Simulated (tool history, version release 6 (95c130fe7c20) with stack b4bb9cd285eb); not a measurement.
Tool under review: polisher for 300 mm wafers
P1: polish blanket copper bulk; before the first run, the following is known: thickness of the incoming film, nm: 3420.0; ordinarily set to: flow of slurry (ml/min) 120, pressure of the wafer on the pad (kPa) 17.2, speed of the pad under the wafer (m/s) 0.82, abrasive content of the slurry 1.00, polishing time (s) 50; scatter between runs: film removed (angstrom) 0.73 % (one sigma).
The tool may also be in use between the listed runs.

| run | day | flow of slurry (ml/min) | pressure of the wafer on the pad (kPa) | speed of the pad under the wafer (m/s) | abrasive content of the slurry | polishing time (s) | wafers polished on this pad | hours since the slurry nozzle was cleaned | hours since the head pressure was calibrated | hours since the slurry blender was calibrated | film removed (angstrom) |
|---|---|---|---|---|---|---|---|---|---|---|---|
| 1 | 0.338 | 120 | 17.2 | 0.82 | 1.00 | 50 | 166 | 301.4 | 422.5 | 104.4 | 3947.8 |
| 2 | 0.758 | 120 | 17.2 | 0.82 | 1.00 | 50 | 248 | 311.5 | 432.6 | 114.5 | 4001.7 |
| 3 | 1.154 | 120 | 12.4 | 1.14 | 1.00 | 50 | 325 | 321.0 | 442.1 | 124.0 | 4039.5 |
| 4 | 1.629 | 120 | 17.2 | 0.82 | 1.00 | 50 | 418 | 332.4 | 453.5 | 135.4 | 4002.6 |
| 5 | 2.112 | 120 | 27.6 | 0.82 | 1.00 | 50 | 512 | 344.0 | 465.1 | 147.0 | 6374.7 |
| 6 | 2.708 | 70 | 17.2 | 0.82 | 1.00 | 50 | 628 | 358.3 | 479.4 | 161.3 | 3471.0 |
| 7 | 3.388 | 120 | 17.2 | 0.82 | 0.55 | 50 | 760 | 374.6 | 495.7 | 177.6 | 3532.5 |
| 8 | 3.967 | 120 | 17.2 | 1.18 | 0.55 | 50 | 873 | 388.5 | 509.6 | 191.5 | 5085.4 |
| 9 | 4.421 | 120 | 17.2 | 1.14 | 1.20 | 50 | 961 | 399.4 | 520.5 | 202.4 | 5714.7 |
| 10 | 5.042 | 120 | 17.2 | 0.82 | 1.50 | 50 | 1082 | 414.3 | 535.4 | 217.3 | 4347.5 |
| 11 | 5.788 | 155 | 17.2 | 0.82 | 1.00 | 50 | 1227 | 432.2 | 553.3 | 235.2 | 4174.0 |
| 12 | 6.479 | 120 | 17.2 | 1.18 | 1.00 | 50 | 1362 | 448.8 | 569.9 | 251.8 | 5779.0 |
| 13 | 7.200 | 120 | 17.2 | 0.82 | 1.00 | 50 | 1502 | 466.1 | 587.2 | 269.1 | 4016.1 |
| 14 | 7.812 | 120 | 17.2 | 0.36 | 1.00 | 50 | 1621 | 480.8 | 601.9 | 283.8 | 1741.6 |
| 15 | 8.175 | 120 | 11.0 | 0.82 | 1.00 | 50 | 1692 | 489.5 | 610.6 | 292.5 | 2562.8 |
| 16 | 8.688 | 120 | 17.2 | 0.82 | 1.00 | 50 | 1791 | 501.8 | 622.9 | 304.8 | 3993.8 |
| 17 | 9.167 | 120 | 17.2 | 0.82 | 1.00 | 36 | 1885 | 513.3 | 634.4 | 316.3 | 2858.4 |
| 18 | 9.717 | 120 | 17.2 | 0.82 | 1.00 | 71 | 1992 | 526.5 | 647.6 | 329.5 | 5612.1 |
| 19 | 10.250 | 120 | 17.2 | 0.82 | 1.00 | 50 | 2095 | 539.3 | 660.4 | 342.3 | 3984.1 |
| 20 | 10.871 | 120 | 17.2 | 0.82 | 1.00 | 50 | 2216 | 554.2 | 675.3 | 357.2 | 3897.4 |
| 21 | 11.617 | 120 | 17.2 | 0.82 | 1.00 | 50 | 2361 | 572.1 | 693.2 | 375.1 | 3796.4 |
| 22 | 12.112 | 120 | 17.2 | 0.82 | 1.00 | 50 | 2458 | 584.0 | 705.1 | 387.0 | 3772.8 |
|  | 12.417 | slurry blender recalibrated |
| 23 | 12.742 | 120 | 17.2 | 0.82 | 1.00 | 50 | 2580 | 599.1 | 720.2 | 7.9 | 3675.1 |
| 24 | 13.142 | 120 | 17.2 | 0.82 | 1.00 | 50 | 2658 | 608.7 | 729.8 | 17.5 | 3662.2 |
| 25 | 13.750 | 120 | 17.2 | 0.82 | 1.00 | 50 | 2777 | 623.3 | 744.4 | 32.1 | 3600.9 |
| 26 | 14.392 | 120 | 17.2 | 0.82 | 1.00 | 50 | 2901 | 638.7 | 759.8 | 47.5 | 3577.4 |
|  | 14.529 | head pressure recalibrated |
| 27 | 14.979 | 120 | 17.2 | 0.82 | 1.00 | 50 | 3016 | 652.8 | 10.9 | 61.6 | 3604.0 |
| 28 | 15.429 | 120 | 17.2 | 0.82 | 1.00 | 50 | 3103 | 663.6 | 21.7 | 72.4 | 3614.4 |
| 29 | 15.908 | 120 | 17.2 | 0.82 | 1.00 | 50 | 3197 | 675.1 | 33.2 | 83.9 | 3602.9 |
| 30 | 16.417 | 120 | 17.2 | 0.82 | 1.00 | 50 | 3295 | 687.3 | 45.4 | 96.1 | 3636.1 |

P1 no longer gives what it gave before; its output has crept away from where it was. The following 2 causes, each at its listed size, fit the log equally well:
A: removal rate lost through wear of the pad, % = 9.86
B: slurry flow missing at the pad, % = 33.3
The gradual shift began around day 10.250.
Each remaining cause and why it is not a fit:
head's pressure below its setpoint, %: was serviced at day 14.529, once the creep was under way, yet the earlier output never came back
abrasive missing from the slurry, %: was serviced at day 12.417, once the creep was under way, yet the earlier output never came back

Which of the 4 check runs listed below, each an average over 2 wafers with its results shown as question marks, gives clearly different results under the different listed causes?
| check 1 | 16.925 | 80 | 17.2 | 0.82 | 0.80 | 50 |  |  |  |  | ? |
| check 2 | 16.925 | 120 | 17.2 | 0.82 | 0.70 | 50 |  |  |  |  | ? |
| check 3 | 16.925 | 120 | 11.7 | 0.82 | 1.00 | 50 |  |  |  |  | ? |
| check 4 | 16.925 | 120 | 17.2 | 0.82 | 1.25 | 50 |  |  |  |  | ? |

What every check run would give for each of its results, assuming each possible cause in turn:
| check | result | if A | if B |
|---|---|---|---|
| check 1 | film removed (angstrom) | 3087.9 | 2959.6 |
| check 2 | film removed (angstrom) | 3332.5 | 3332.9 |
| check 3 | film removed (angstrom) | 2442.1 | 2442.4 |
| check 4 | film removed (angstrom) | 3769.5 | 3770.0 |
Per-check spread between the two closest causes, in the result where they differ most: check 1 4.25 %; check 2 0.01 %; check 3 0.01 %; check 4 0.01 %
The causes can be told apart only by check 1. The other checks would give nearly the same results under each of them.

The results of check 1 are: film removed (angstrom) 2944.8. Based on these, which of the listed causes is it?

B is the cause: slurry flow missing at the pad, %.

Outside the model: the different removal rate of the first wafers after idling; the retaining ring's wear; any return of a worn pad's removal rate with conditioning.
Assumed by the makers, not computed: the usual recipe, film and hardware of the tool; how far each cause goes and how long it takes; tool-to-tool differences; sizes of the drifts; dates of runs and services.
